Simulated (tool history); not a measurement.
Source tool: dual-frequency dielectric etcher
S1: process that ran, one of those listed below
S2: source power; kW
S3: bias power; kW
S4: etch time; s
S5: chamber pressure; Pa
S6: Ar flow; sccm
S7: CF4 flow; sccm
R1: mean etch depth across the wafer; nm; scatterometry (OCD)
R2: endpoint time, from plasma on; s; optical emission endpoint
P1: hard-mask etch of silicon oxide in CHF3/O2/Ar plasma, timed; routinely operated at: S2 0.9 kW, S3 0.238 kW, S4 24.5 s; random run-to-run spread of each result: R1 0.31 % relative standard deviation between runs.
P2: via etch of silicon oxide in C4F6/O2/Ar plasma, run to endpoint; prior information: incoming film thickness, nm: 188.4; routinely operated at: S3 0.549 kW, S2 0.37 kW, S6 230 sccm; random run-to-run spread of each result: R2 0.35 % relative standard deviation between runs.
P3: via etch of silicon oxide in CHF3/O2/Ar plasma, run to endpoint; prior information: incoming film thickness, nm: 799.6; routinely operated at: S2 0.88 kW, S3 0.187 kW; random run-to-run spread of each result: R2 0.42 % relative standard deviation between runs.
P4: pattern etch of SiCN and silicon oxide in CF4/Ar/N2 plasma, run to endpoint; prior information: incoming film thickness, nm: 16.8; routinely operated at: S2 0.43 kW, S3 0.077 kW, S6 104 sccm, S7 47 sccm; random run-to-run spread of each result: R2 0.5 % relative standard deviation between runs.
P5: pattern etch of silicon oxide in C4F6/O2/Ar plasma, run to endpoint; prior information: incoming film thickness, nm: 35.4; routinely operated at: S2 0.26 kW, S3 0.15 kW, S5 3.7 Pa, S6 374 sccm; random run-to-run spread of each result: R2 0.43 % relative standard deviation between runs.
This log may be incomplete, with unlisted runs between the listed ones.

run 1 day=0.479 | S1=P1 S2=0.9 S3=0.238 S4=24.5 | R1=65.184
run 2 day=0.85 | S1=P1 S2=0.9 S3=0.238 S4=24.5 | R1=65.448
run 3 day=1.3 | S1=P5 S2=0.26 S3=0.15 S5=4.5 S6=374 | R2=14.856
-- day=1.579 source power generator calibrated
run 4 day=1.667 | S1=P1 S2=1.24 S3=0.238 S4=24.5 | R1=73.948
run 5 day=2.112 | S1=P2 S2=0.37 S3=0.549 S6=230 | R2=40.074
run 6 day=2.608 | S1=P1 S2=0.9 S3=0.238 S4=19 | R1=50.505
run 7 day=3.038 | S1=P2 S2=0.37 S3=0.748 S6=230 | R2=35.625
run 8 day=3.475 | S1=P1 S2=0.73 S3=0.189 S4=24.5 | R1=55.705
run 9 day=3.754 | S1=P1 S2=0.68 S3=0.238 S4=35.5 | R1=85.001
run 10 day=4.038 | S1=P4 S2=0.43 S3=0.077 S6=104 S7=47 | R2=21.486
run 11 day=4.333 | S1=P2 S2=0.37 S3=0.549 S6=288 | R2=41.13
run 12 day=4.608 | S1=P3 S2=0.88 S3=0.187 | R2=340.13
run 13 day=5.079 | S1=P1 S2=0.9 S3=0.238 S4=24.5 | R1=65.399
run 14 day=5.379 | S1=P1 S2=0.9 S3=0.238 S4=24.5 | R1=65.251
run 15 day=5.854 | S1=P4 S2=0.43 S3=0.092 S6=104 S7=47 | R2=20.237
run 16 day=6.204 | S1=P4 S2=0.54 S3=0.077 S6=104 S7=47 | R2=17.616
run 17 day=6.617 | S1=P5 S2=0.26 S3=0.15 S5=3.7 S6=374 | R2=14.561
run 18 day=6.938 | S1=P1 S2=0.9 S3=0.328 S4=24.5 | R1=73.387
run 19 day=7.275 | S1=P5 S2=0.26 S3=0.205 S5=3.7 S6=374 | R2=13.139
run 20 day=7.621 | S1=P2 S2=0.37 S3=0.549 S6=230 | R2=40.021
run 21 day=7.888 | S1=P3 S2=0.56 S3=0.187 | R2=401.25
run 22 day=8.354 | S1=P2 S2=0.27 S3=0.549 S6=230 | R2=45.032
run 23 day=8.883 | S1=P4 S2=0.43 S3=0.077 S6=73 S7=47 | R2=20.335

Run 24 has not been measured yet. What should we expect?
run 24 day=9.25 | S1=P1 S2=0.9 S3=0.238 S4=34 | R1=?

Run 24 came out at R1 90.756 nm.
